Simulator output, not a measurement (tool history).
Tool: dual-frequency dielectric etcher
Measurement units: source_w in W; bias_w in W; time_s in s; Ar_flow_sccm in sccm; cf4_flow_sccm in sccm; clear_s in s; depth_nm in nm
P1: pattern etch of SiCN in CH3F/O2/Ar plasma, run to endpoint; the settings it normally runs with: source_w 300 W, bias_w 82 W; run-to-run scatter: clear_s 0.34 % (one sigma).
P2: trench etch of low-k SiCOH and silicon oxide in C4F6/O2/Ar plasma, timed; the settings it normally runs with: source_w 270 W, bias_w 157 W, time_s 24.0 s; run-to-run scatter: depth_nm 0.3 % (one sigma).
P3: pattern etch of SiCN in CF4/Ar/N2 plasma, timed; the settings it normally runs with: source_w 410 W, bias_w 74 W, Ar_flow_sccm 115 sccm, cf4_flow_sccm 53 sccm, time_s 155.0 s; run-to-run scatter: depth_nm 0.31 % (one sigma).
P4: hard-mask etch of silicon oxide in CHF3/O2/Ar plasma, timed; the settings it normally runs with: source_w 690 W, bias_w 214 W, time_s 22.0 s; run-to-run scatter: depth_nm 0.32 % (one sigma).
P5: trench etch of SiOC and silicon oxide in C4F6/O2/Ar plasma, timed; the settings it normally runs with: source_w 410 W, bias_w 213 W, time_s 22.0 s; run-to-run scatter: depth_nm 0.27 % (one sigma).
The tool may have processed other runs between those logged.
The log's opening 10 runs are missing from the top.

| run | hour | process | source_w | bias_w | time_s | Ar_flow_sccm | cf4_flow_sccm | hours since the last wet clean | hours since the last source power generator calibration | hours since the last bias power generator calibration | clear_s | depth_nm |
|---|---|---|---|---|---|---|---|---|---|---|---|---|
| 11 | 61.8 | P1 | 360 | 99 |  |  |  | 230.7 | 516.2 | 1345.0 | 20.229 |  |
| 12 | 66.1 | P1 | 180 | 82 |  |  |  | 235.0 | 520.5 | 1349.3 | 28.123 |  |
| 13 | 71.1 | P1 | 210 | 53 |  |  |  | 240.0 | 525.5 | 1354.3 | 31.196 |  |
| 14 | 76.4 | P4 | 690 | 214 | 30.0 |  |  | 245.3 | 530.8 | 1359.6 |  | 67.504 |
| 15 | 83.3 | P3 | 410 | 60 | 155.0 | 115 | 53 | 252.2 | 537.7 | 1366.5 |  | 111.510 |
| 16 | 89.7 | P3 | 410 | 74 | 155.0 | 148 | 53 | 258.6 | 544.1 | 1372.9 |  | 115.610 |
| 17 | 94.5 | P3 | 410 | 74 | 155.0 | 115 | 41 | 263.4 | 548.9 | 1377.7 |  | 115.640 |
| 18 | 99.4 | P4 | 690 | 214 | 22.0 |  |  | 268.3 | 553.8 | 1382.6 |  | 49.175 |
| 19 | 102.9 | P2 | 270 | 157 | 33.0 |  |  | 271.8 | 557.3 | 1386.1 |  | 84.389 |
| 20 | 107.2 | P5 | 410 | 213 | 22.0 |  |  | 276.1 | 561.6 | 1390.4 |  | 46.298 |
| 21 | 111.1 | P5 | 410 | 299 | 22.0 |  |  | 280.0 | 565.5 | 1394.3 |  | 51.881 |
| 22 | 115.5 | P5 | 280 | 213 | 22.0 |  |  | 284.4 | 569.9 | 1398.7 |  | 39.953 |
| 23 | 119.1 | P4 | 690 | 282 | 22.0 |  |  | 288.0 | 573.5 | 1402.3 |  | 54.421 |
| 24 | 123.6 | P1 | 390 | 82 |  |  |  | 292.5 | 578.0 | 1406.8 | 21.090 |  |
| 25 | 127.1 | P1 | 300 | 82 |  |  |  | 296.0 | 581.5 | 1410.3 | 23.295 |  |
| 26 | 133.4 | P1 | 300 | 82 |  |  |  | 302.3 | 587.8 | 1416.6 | 23.243 |  |
| 27 | 137.6 | P2 | 160 | 157 | 24.0 |  |  | 306.5 | 592.0 | 1420.8 |  | 49.813 |
| 28 | 144.2 | P4 | 850 | 214 | 22.0 |  |  | 313.1 | 598.6 | 1427.4 |  | 53.217 |
| 29 | 148.0 | P1 | 300 | 82 |  |  |  | 316.9 | 602.4 | 1431.2 | 23.228 |  |
| 30 | 155.1 | P1 | 300 | 82 |  |  |  | 324.0 | 609.5 | 1438.3 | 23.389 |  |
| 31 | 161.9 | P1 | 300 | 82 |  |  |  | 330.8 | 616.3 | 1445.1 | 23.625 |  |

Run 32, settings as shown, results not yet in. Your forecast:
|  | 166.8 | wet clean of the chamber |
| 32 | 167.1 | P1 | 300 | 82 |  |  |  | 0.3 | 621.5 | 1450.3 | ? |  |

For run 32 the tool returned clear_s 23.625 s.
